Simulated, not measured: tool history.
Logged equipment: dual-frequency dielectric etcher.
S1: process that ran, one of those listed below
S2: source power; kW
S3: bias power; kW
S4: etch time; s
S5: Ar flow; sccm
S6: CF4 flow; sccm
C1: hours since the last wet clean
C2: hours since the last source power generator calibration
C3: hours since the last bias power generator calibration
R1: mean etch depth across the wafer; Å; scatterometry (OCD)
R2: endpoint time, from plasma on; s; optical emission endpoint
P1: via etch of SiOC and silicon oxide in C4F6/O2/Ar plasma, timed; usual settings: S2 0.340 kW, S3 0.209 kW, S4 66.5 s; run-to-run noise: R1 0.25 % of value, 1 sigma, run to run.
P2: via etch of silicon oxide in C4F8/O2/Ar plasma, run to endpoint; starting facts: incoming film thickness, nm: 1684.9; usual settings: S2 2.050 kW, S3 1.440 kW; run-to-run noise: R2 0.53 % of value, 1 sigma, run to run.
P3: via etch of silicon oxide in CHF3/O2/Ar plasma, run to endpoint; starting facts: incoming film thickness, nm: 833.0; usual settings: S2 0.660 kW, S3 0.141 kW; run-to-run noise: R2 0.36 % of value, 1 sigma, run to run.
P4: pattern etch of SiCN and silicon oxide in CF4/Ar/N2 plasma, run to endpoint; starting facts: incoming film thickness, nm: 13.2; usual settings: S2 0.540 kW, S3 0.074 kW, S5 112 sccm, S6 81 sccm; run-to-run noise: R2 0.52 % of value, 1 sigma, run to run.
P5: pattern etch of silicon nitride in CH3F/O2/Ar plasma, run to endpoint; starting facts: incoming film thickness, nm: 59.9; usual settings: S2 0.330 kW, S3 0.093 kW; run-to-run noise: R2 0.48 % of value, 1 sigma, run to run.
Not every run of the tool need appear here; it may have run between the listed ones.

| run | day | S1 | S2 | S3 | S4 | S5 | S6 | C1 | C2 | C3 | R1 | R2 |
|---|---|---|---|---|---|---|---|---|---|---|---|---|
| 1 | 0.567 | P1 | 0.340 | 0.209 | 66.5 |  |  | 257.8 | 352.3 | 522.6 | 750.85 |  |
| 2 | 1.108 | P5 | 0.330 | 0.093 |  |  |  | 270.8 | 365.3 | 535.6 |  | 82.826 |
| 3 | 1.542 | P1 | 0.260 | 0.209 | 85.0 |  |  | 281.2 | 375.7 | 546.0 | 862.05 |  |
| 4 | 2.229 | P4 | 0.540 | 0.074 |  | 75 | 81 | 297.7 | 392.2 | 562.5 |  | 12.034 |
| 5 | 2.771 | P1 | 0.340 | 0.209 | 66.5 |  |  | 310.7 | 405.2 | 575.5 | 749.40 |  |
| 6 | 3.429 | P5 | 0.440 | 0.093 |  |  |  | 326.5 | 421.0 | 591.3 |  | 74.660 |
| 7 | 3.762 | P4 | 0.690 | 0.074 |  | 112 | 81 | 334.5 | 429.0 | 599.3 |  | 10.248 |
| 8 | 4.379 | P1 | 0.340 | 0.168 | 66.5 |  |  | 349.3 | 443.8 | 614.1 | 696.22 |  |
| 9 | 4.717 | P3 | 0.660 | 0.188 |  |  |  | 357.4 | 451.9 | 622.2 |  | 399.000 |
| 10 | 5.250 | P1 | 0.340 | 0.209 | 66.5 |  |  | 370.2 | 464.7 | 635.0 | 747.66 |  |
| 11 | 5.938 | P1 | 0.450 | 0.209 | 39.5 |  |  | 386.7 | 481.2 | 651.5 | 495.35 |  |
| 12 | 6.446 | P1 | 0.400 | 0.209 | 66.5 |  |  | 398.9 | 493.4 | 663.7 | 793.13 |  |
| 13 | 7.092 | P4 | 0.540 | 0.074 |  | 112 | 81 | 414.4 | 508.9 | 679.2 |  | 12.789 |
| 14 | 7.600 | P4 | 0.540 | 0.048 |  | 112 | 81 | 426.6 | 521.1 | 691.4 |  | 14.618 |
| 15 | 8.079 | P1 | 0.340 | 0.296 | 66.5 |  |  | 438.1 | 532.6 | 702.9 | 838.89 |  |
| 16 | 8.517 | P2 | 2.050 | 2.020 |  |  |  | 448.6 | 543.1 | 713.4 |  | 328.690 |
| 17 | 8.950 | P1 | 0.340 | 0.209 | 49.0 |  |  | 459.0 | 553.5 | 723.8 | 553.08 |  |
| 18 | 9.579 | P1 | 0.340 | 0.209 | 66.5 |  |  | 474.1 | 568.6 | 738.9 | 746.47 |  |
| 19 | 10.271 | P1 | 0.210 | 0.209 | 66.5 |  |  | 490.7 | 585.2 | 755.5 | 621.14 |  |
| 20 | 10.883 | P1 | 0.340 | 0.209 | 66.5 |  |  | 505.4 | 599.9 | 770.2 | 747.96 |  |
| 21 | 11.333 | P2 | 2.680 | 1.440 |  |  |  | 516.2 | 610.7 | 781.0 |  | 325.750 |
| 22 | 12.050 | P3 | 0.660 | 0.141 |  |  |  | 533.4 | 627.9 | 798.2 |  | 440.740 |
| 23 | 12.504 | P4 | 0.540 | 0.074 |  | 112 | 65 | 544.3 | 638.8 | 809.1 |  | 13.213 |
| 24 | 13.104 | P4 | 0.540 | 0.074 |  | 112 | 81 | 558.7 | 653.2 | 823.5 |  | 12.691 |
| 25 | 13.538 | P2 | 2.050 | 1.440 |  |  |  | 569.1 | 663.6 | 833.9 |  | 366.170 |
| 26 | 14.054 | P1 | 0.340 | 0.209 | 81.0 |  |  | 581.5 | 676.0 | 846.3 | 908.58 |  |
| 27 | 14.496 | P2 | 2.050 | 1.440 |  |  |  | 592.1 | 686.6 | 856.9 |  | 364.070 |
| 28 | 14.917 | P1 | 0.340 | 0.270 | 51.5 |  |  | 602.2 | 696.7 | 867.0 | 634.51 |  |
| 29 | 15.571 | P5 | 0.330 | 0.059 |  |  |  | 617.9 | 712.4 | 882.7 |  | 97.448 |
| 30 | 16.317 | P3 | 0.860 | 0.141 |  |  |  | 635.8 | 730.3 | 900.6 |  | 397.110 |
| 31 | 16.683 | P1 | 0.340 | 0.209 | 66.5 |  |  | 644.6 | 739.1 | 909.4 | 750.82 |  |
| 32 | 17.275 | P1 | 0.340 | 0.209 | 66.5 |  |  | 658.8 | 753.3 | 923.6 | 744.47 |  |
|  | 17.938 | wet clean of the chamber |
| 33 | 18.038 | P1 | 0.340 | 0.209 | 66.5 |  |  | 2.5 | 771.6 | 941.9 | 739.26 |  |
| 34 | 18.508 | P1 | 0.340 | 0.209 | 66.5 |  |  | 13.8 | 782.9 | 953.2 | 740.38 |  |
| 35 | 18.967 | P1 | 0.340 | 0.209 | 66.5 |  |  | 24.8 | 793.9 | 964.2 | 740.40 |  |
| 36 | 19.592 | P1 | 0.340 | 0.209 | 66.5 |  |  | 39.8 | 808.9 | 979.2 | 737.66 |  |
| 37 | 20.171 | P1 | 0.340 | 0.209 | 66.5 |  |  | 53.7 | 822.8 | 993.1 | 739.83 |  |

Something has made what P1 gives creep away from where it was; the 2 causes below, each at its own stated size, fit the log equally well:
A: bias power that arrives under what is set, % = 4.26
B: source power that arrives under what is set, % = 3.73
The creep began at about day 16.683.
The rest of the possible causes, and what rules out each one:
chamber walls in a state that lowers the etch rate, %: work on it at day 17.938, done after the drift set in, did not restore what the process gave before

Below are 4 check runs, each averaged over 5 wafers, with their results shown as question marks. Which of them would give clearly different results depending on which cause is behind the drift?
| check 1 | 20.750 | P2 | 2.550 | 1.925 |  |  |  |  |  |  |  | ? |
| check 2 | 20.750 | P3 | 0.860 | 0.181 |  |  |  |  |  |  |  | ? |
| check 3 | 20.750 | P4 | 0.540 | 0.074 |  | 76 | 81 |  |  |  |  | ? |
| check 4 | 20.750 | P5 | 0.400 | 0.093 |  |  |  |  |  |  |  | ? |

How each check would come out, cause by cause:
| check | result | if A | if B |
|---|---|---|---|
| check 1 | R2 | 311.790 | 312.810 |
| check 2 | R2 | 372.190 | 372.350 |
| check 3 | R2 | 12.223 | 12.472 |
| check 4 | R2 | 78.842 | 78.725 |
Separation of the two closest causes in each check, using whichever result separates them best: check 1 0.32 %; check 2 0.04 %; check 3 2.02 %; check 4 0.15 %
The causes can be told apart only by check 3. The other checks would give nearly the same results under each of them.

Running check 3 produced the following: R2 12.467 s. Which one of the listed causes fits?

It is B: source power that arrives under what is set, %.
